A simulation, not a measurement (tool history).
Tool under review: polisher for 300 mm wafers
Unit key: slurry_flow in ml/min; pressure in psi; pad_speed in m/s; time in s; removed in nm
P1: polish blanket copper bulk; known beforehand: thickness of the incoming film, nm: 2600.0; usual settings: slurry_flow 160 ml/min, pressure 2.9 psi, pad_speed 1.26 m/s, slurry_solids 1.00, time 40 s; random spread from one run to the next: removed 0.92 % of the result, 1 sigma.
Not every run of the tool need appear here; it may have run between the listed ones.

| run | hour | slurry_flow | pressure | pad_speed | slurry_solids | time | wafers polished on this pad | hours since the slurry nozzle was cleaned | hours since the head pressure was calibrated | hours since the slurry blender was calibrated | removed |
|---|---|---|---|---|---|---|---|---|---|---|---|
| 1 | 5.5 | 160 | 2.9 | 1.26 | 1.00 | 40 | 746 | 148.6 | 571.8 | 179.2 | 470.92 |
| 2 | 16.5 | 160 | 1.5 | 1.26 | 1.00 | 55 | 869 | 159.6 | 582.8 | 190.2 | 338.74 |
| 3 | 25.3 | 160 | 2.9 | 1.26 | 1.00 | 58 | 968 | 168.4 | 591.6 | 199.0 | 680.56 |
| 4 | 36.6 | 160 | 2.9 | 1.26 | 1.00 | 40 | 1094 | 179.7 | 602.9 | 210.3 | 472.58 |
| 5 | 45.9 | 160 | 2.9 | 1.26 | 1.00 | 40 | 1198 | 189.0 | 612.2 | 219.6 | 469.44 |
| 6 | 57.3 | 160 | 2.9 | 1.60 | 1.00 | 40 | 1326 | 200.4 | 623.6 | 231.0 | 601.08 |
| 7 | 62.9 | 210 | 2.9 | 1.26 | 1.00 | 40 | 1388 | 206.0 | 629.2 | 236.6 | 487.82 |
|  | 69.3 | head pressure recalibrated |
| 8 | 70.1 | 160 | 2.9 | 1.26 | 0.55 | 40 | 1469 | 213.2 | 0.8 | 243.8 | 417.43 |
| 9 | 81.2 | 160 | 4.1 | 1.26 | 1.00 | 40 | 1593 | 224.3 | 11.9 | 254.9 | 669.04 |
| 10 | 90.6 | 160 | 2.9 | 1.26 | 1.40 | 40 | 1698 | 233.7 | 21.3 | 264.3 | 511.24 |
| 11 | 100.6 | 95 | 2.9 | 1.26 | 1.00 | 40 | 1810 | 243.7 | 31.3 | 274.3 | 419.61 |
| 12 | 113.0 | 160 | 2.9 | 0.72 | 1.00 | 40 | 1949 | 256.1 | 43.7 | 286.7 | 269.31 |
| 13 | 123.4 | 160 | 1.3 | 1.26 | 1.00 | 40 | 2065 | 266.5 | 54.1 | 297.1 | 212.84 |
| 14 | 130.6 | 160 | 2.9 | 1.26 | 1.00 | 40 | 2146 | 273.7 | 61.3 | 304.3 | 468.81 |
| 15 | 136.5 | 160 | 2.9 | 1.26 | 1.00 | 27 | 2212 | 279.6 | 67.2 | 310.2 | 316.94 |
| 16 | 147.7 | 160 | 2.9 | 1.26 | 1.00 | 40 | 2337 | 290.8 | 78.4 | 321.4 | 472.55 |
| 17 | 158.6 | 160 | 2.9 | 1.26 | 1.00 | 40 | 2459 | 301.7 | 89.3 | 332.3 | 481.74 |
| 18 | 166.9 | 160 | 2.9 | 1.26 | 1.00 | 40 | 2552 | 310.0 | 97.6 | 340.6 | 456.55 |
| 19 | 173.3 | 160 | 2.9 | 1.26 | 1.00 | 40 | 2623 | 316.4 | 104.0 | 347.0 | 448.10 |
|  | 176.2 | head pressure recalibrated |
|  | 176.6 | worn pad replaced by a new one |
| 20 | 182.1 | 160 | 2.9 | 1.26 | 1.00 | 40 | 62 | 325.2 | 5.9 | 355.8 | 445.13 |
| 21 | 188.2 | 160 | 2.9 | 1.26 | 1.00 | 40 | 130 | 331.3 | 12.0 | 361.9 | 438.19 |
| 22 | 198.0 | 160 | 2.9 | 1.26 | 1.00 | 40 | 240 | 341.1 | 21.8 | 371.7 | 438.23 |
| 23 | 206.2 | 160 | 2.9 | 1.26 | 1.00 | 40 | 332 | 349.3 | 30.0 | 379.9 | 435.51 |

P1 no longer gives what it gave before; its output has crept away from where it was. The following 2 causes, each at its listed size, fit the log equally well:
A: slurry flow missing at the pad, % = 35.2
B: abrasive missing from the slurry, % = 33.9
The creep began at about hour 158.6.
Ruled out, with reasons:
removal rate lost through wear of the pad, %: serviced after onset, at hour 176.6, with no recovery of the prior output
head's pressure below its setpoint, %: serviced after onset, at hour 176.2, with no recovery of the prior output

Which of the check runs below tells the causes apart, meaning the causes would give it clearly different results? Each run uses 2 wafers whose results are averaged, and each result is shown as a question mark.
| check 1 | 214.4 | 160 | 1.4 | 1.26 | 0.55 | 40 |  |  |  |  | ? |
| check 2 | 214.4 | 195 | 2.9 | 1.26 | 0.65 | 40 |  |  |  |  | ? |
| check 3 | 214.4 | 95 | 2.9 | 1.26 | 1.35 | 40 |  |  |  |  | ? |
| check 4 | 214.4 | 160 | 1.6 | 1.54 | 1.00 | 40 |  |  |  |  | ? |

Outcome of each check run for each possible cause:
| check | result | if A | if B |
|---|---|---|---|
| check 1 | removed | 185.39 | 186.63 |
| check 2 | removed | 414.87 | 410.94 |
| check 3 | removed | 395.82 | 414.88 |
| check 4 | removed | 292.99 | 293.02 |
Separation of the two closest causes in each check, using whichever result separates them best: check 1 0.67 %; check 2 0.95 %; check 3 4.7 %; check 4 0.01 %
Check 3 is the one run that separates the causes; every other check would come out nearly the same whichever cause is at work.

After running check 3, the following was obtained: removed 418.57 nm. Which cause does this point to?

It was cause B: abrasive missing from the slurry, %.
